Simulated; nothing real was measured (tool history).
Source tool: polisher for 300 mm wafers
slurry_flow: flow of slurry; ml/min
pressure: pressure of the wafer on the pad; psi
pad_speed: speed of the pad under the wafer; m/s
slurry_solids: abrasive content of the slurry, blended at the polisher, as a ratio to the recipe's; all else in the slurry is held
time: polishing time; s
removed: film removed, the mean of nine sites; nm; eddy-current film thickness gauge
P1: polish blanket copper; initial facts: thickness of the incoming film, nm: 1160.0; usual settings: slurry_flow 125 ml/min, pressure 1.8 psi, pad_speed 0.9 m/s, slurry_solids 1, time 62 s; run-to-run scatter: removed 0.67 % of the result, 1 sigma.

run,day,slurry_flow,pressure,pad_speed,slurry_solids,time,removed
1,0.171,125,1.8,0.9,1,62,97.707
2,0.408,125,1.8,0.9,1,80,126.38
3,0.679,125,1.8,0.42,1,62,45.584
4,0.867,125,1.8,0.9,1.2,62,101.38
5,1.096,125,2.7,0.9,1,62,147.55
6,1.321,125,1.8,1.16,1,62,125.09
7,1.525,125,1.8,0.9,1,29,45.612
8,1.783,75,1,0.9,1,62,47.808
9,1.908,125,1.8,0.9,1,62,97.655
10,2.158,125,0.9,0.9,1,62,48.749
11,2.325,75,1.8,0.9,1,62,85.011
12,2.538,125,1.8,0.9,1,62,96.864
13,2.692,175,1.8,0.9,1,62,103.26
14,2.879,125,1.8,0.9,1,62,97.045
15,3.104,125,1.8,0.9,0.55,62,86.156

Run 16 has not been measured yet. What should we expect?
16,3.312,125,1.8,0.9,1,62,?

Run 16 came out at removed 97.215 nm.
